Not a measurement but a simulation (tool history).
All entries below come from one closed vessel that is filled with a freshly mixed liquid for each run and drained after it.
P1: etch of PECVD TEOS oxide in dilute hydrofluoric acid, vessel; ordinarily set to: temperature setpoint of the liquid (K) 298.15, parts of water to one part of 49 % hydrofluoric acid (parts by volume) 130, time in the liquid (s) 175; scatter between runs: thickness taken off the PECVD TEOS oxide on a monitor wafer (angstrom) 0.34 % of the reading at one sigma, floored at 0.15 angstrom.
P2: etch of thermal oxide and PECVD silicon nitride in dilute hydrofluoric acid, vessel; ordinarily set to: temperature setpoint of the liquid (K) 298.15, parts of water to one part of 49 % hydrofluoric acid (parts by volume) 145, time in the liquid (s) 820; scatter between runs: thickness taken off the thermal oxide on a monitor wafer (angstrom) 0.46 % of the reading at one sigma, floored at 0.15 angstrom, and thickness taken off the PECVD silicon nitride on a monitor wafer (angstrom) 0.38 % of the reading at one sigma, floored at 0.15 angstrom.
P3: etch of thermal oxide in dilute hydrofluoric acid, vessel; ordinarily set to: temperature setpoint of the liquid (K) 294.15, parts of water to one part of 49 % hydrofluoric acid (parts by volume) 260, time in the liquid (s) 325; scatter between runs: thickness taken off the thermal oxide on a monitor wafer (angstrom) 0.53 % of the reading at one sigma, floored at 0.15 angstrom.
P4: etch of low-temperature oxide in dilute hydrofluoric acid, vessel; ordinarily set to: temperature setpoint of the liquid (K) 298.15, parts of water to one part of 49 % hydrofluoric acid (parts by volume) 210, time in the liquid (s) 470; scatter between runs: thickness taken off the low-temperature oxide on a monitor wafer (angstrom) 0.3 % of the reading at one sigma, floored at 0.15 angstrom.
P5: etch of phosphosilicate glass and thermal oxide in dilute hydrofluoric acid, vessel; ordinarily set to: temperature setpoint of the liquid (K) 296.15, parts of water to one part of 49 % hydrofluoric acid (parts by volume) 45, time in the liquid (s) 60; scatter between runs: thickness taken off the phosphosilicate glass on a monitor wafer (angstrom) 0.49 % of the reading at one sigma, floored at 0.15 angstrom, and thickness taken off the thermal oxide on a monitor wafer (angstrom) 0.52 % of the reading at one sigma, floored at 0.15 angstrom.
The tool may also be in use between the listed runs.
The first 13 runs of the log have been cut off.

run   hour  process that ran  temperature setpoint of the liquid (K)  parts of water to one part of 49 % hydrofluoric acid (parts by volume)  time in the liquid (s)  hours since the thermometer was replaced  hours since the hydrofluoric acid flow meter was replaced  thickness taken off the PECVD TEOS oxide on a monitor wafer (angstrom)  thickness taken off the low-temperature oxide on a monitor wafer (angstrom)  thickness taken off the thermal oxide on a monitor wafer (angstrom)  thickness taken off the PECVD silicon nitride on a monitor wafer (angstrom)  thickness taken off the phosphosilicate glass on a monitor wafer (angstrom)
 14  193.8                P5                                  296.15                                                                      45                      60                                     690.7                                                     1121.5                                                                                                                                                                                                                    64.043                                                                                                                                                    2127.9
 15  207.3                P5                                  296.15                                                                      45                      60                                     704.2                                                       1135                                                                                                                                                                                                                    64.047                                                                                                                                                    2136.1
 16  221.4                P2                                  298.15                                                                     145                     115                                     718.3                                                     1149.1                                                                                                                                                                                                                    36.645                                                                       18.949
 17  230.7                P1                                  298.15                                                                     130                      30                                     727.6                                                     1158.4                                                                  19.961
 18  240.6                P1                                  298.15                                                                     235                     175                                     737.5                                                     1168.3                                                                   57.48
 19  248.8                P3                                  294.15                                                                      90                     325                                     745.7                                                     1176.5                                                                                                                                                                                                                    153.35
 20  262.9                P3                                  294.15                                                                     260                     550                                     759.8                                                     1190.6                                                                                                                                                                                                                    75.469
 21  281.6                P3                                  294.15                                                                     260                     325                                     778.5                                                     1209.3                                                                                                                                                                                                                    44.493
 22  293.4                P5                                  302.15                                                                      45                      60                                     790.3                                                     1221.1                                                                                                                                                                                                                    82.734                                                                                                                                                    2730.5
 23  309.9                P2                                  298.15                                                                      60                     820                                     806.8                                                     1237.6                                                                                                                                                                                                                    699.12                                                                       320.48

Run 24, settings as shown, results not yet in. Your forecast:
 24   325                P1                                  298.15                                                                     190                     265                                     821.9                                                     1252.7                                                                       ?

thickness taken off the PECVD TEOS oxide on a monitor wafer (angstrom): 113.21

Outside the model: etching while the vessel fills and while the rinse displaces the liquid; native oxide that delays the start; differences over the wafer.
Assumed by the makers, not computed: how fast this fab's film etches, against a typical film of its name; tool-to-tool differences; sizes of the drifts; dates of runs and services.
